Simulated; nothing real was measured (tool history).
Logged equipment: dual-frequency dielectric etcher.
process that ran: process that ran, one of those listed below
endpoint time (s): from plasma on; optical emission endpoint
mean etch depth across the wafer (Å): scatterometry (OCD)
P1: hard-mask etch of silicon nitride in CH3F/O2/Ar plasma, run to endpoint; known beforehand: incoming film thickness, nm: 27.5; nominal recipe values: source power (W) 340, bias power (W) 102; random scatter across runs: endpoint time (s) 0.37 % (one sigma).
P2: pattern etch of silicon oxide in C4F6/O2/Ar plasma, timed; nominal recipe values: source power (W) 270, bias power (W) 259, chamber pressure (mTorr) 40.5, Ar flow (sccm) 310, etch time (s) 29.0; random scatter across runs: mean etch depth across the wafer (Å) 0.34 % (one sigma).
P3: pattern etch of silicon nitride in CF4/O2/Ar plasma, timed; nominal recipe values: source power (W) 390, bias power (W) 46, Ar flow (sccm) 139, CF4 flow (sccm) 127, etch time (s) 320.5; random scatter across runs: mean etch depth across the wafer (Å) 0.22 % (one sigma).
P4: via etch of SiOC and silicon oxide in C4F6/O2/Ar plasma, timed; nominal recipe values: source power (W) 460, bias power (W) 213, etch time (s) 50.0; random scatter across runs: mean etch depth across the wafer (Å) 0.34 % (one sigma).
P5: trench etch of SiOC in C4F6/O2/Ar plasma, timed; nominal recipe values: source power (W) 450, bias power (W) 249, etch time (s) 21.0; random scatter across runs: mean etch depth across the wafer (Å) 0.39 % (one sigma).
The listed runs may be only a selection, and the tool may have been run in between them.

run,hour,process that ran,source power (W),bias power (W),etch time (s),chamber pressure (mTorr),Ar flow (sccm),CF4 flow (sccm),endpoint time (s),mean etch depth across the wafer (Å)
1,4.3,P1,340,102,,,,,36.219,
2,8.2,P4,460,213,50.0,,,,,624.74
3,10.7,P2,270,259,16.0,40.5,310,,,461.47
4,14.3,P5,450,155,21.0,,,,,438.72
5,17.9,P5,590,249,21.0,,,,,568.06
6,21.7,P4,460,264,50.0,,,,,670.35
7,26.2,P3,390,62,320.5,,139,127,,5217.60
8,28.9,P1,410,102,,,,,33.806,
9,33.4,P3,390,46,320.5,,139,177,,4809.70
10,37.4,P1,450,77,,,,,35.949,
11,40.3,P2,180,259,29.0,40.5,310,,,727.84
# hour 40.4: wet clean of the chamber
12,44.2,P2,270,259,29.0,28.0,310,,,885.18
13,48.6,P1,340,102,,,,,36.221,
14,52.6,P2,270,259,29.0,40.5,310,,,843.52
15,56.2,P2,270,259,29.0,40.5,185,,,891.83
16,59.9,P3,390,46,320.5,,197,127,,4408.50
17,63.0,P5,450,249,21.0,,,,,516.53
18,67.3,P1,340,102,,,,,36.121,
19,70.1,P3,310,46,320.5,,139,127,,3793.70
20,73.0,P1,230,102,,,,,41.555,
21,76.6,P1,340,61,,,,,43.210,
22,81.0,P1,340,102,,,,,36.023,
23,84.1,P1,340,141,,,,,31.783,
24,87.6,P1,270,137,,,,,35.019,
25,92.2,P2,270,259,29.0,40.5,310,,,844.67
26,95.1,P3,390,46,320.5,,139,127,,4653.40
27,98.4,P4,330,213,50.0,,,,,549.85
28,100.7,P3,390,46,320.5,,139,127,,4632.20
29,104.6,P2,270,327,29.0,40.5,310,,,915.26
30,108.7,P1,340,102,,,,,35.909,
31,112.5,P5,450,249,12.5,,,,,303.84
32,114.9,P1,340,102,,,,,36.256,
33,116.9,P4,460,213,32.5,,,,,408.26
34,120.6,P1,420,83,,,,,35.762,
35,125.1,P3,390,46,435.5,,139,127,,6275.80
36,128.0,P4,460,213,50.0,,,,,625.55
37,131.1,P1,340,102,,,,,36.328,
38,133.5,P1,340,102,,,,,36.414,
39,135.9,P1,340,102,,,,,36.482,
40,140.3,P1,340,102,,,,,36.805,
41,142.7,P1,340,102,,,,,36.547,
42,145.4,P1,340,102,,,,,36.785,
43,148.0,P1,340,102,,,,,36.759,
44,151.7,P1,340,102,,,,,36.576,
# hour 152.3: wet clean of the chamber
45,155.2,P1,340,102,,,,,36.816,
46,158.0,P1,340,102,,,,,36.776,
47,161.5,P1,340,102,,,,,37.000,

What P1 gives has crept away from where it was. These 2 causes fit the log equally well, each at the size given:
A: bias power that arrives under what is set, % = 4.88
B: source power that arrives under what is set, % = 4.89
At approximately hour 131.1, the process output began to creep.
All other causes, with the reason each is excluded:
chamber walls in a state that lowers the etch rate, %: serviced at hour 152.3, which brought nothing back

Each of the 4 check runs below uses one wafer; its results are left as question marks. Which run tells the causes apart?
check 1,165.0,P3,320,62,320.5,,139,127,,?
check 2,165.0,P2,270,324,23.0,40.5,310,,,?
check 3,165.0,P5,540,249,12.5,,,,,?
check 4,165.0,P4,460,263,50.0,,,,,?

If the cause were each of the candidates in turn, the checks would give the following:
check,result,if A,if B
check 1,mean etch depth across the wafer (Å),4298.80,4200.70
check 2,mean etch depth across the wafer (Å),711.06,710.54
check 3,mean etch depth across the wafer (Å),321.07,320.18
check 4,mean etch depth across the wafer (Å),659.62,658.34
Minimum pairwise separation of causes per check, each pair taken at its best-separating result: check 1 2.31 %; check 2 0.07 %; check 3 0.28 %; check 4 0.2 %
Check 1 tells the causes apart: in the others they would give nearly the same result.

Here is what check 1 returned: mean etch depth across the wafer (Å) 4211.20. Which cause is it?

B is the cause: source power that arrives under what is set, %.
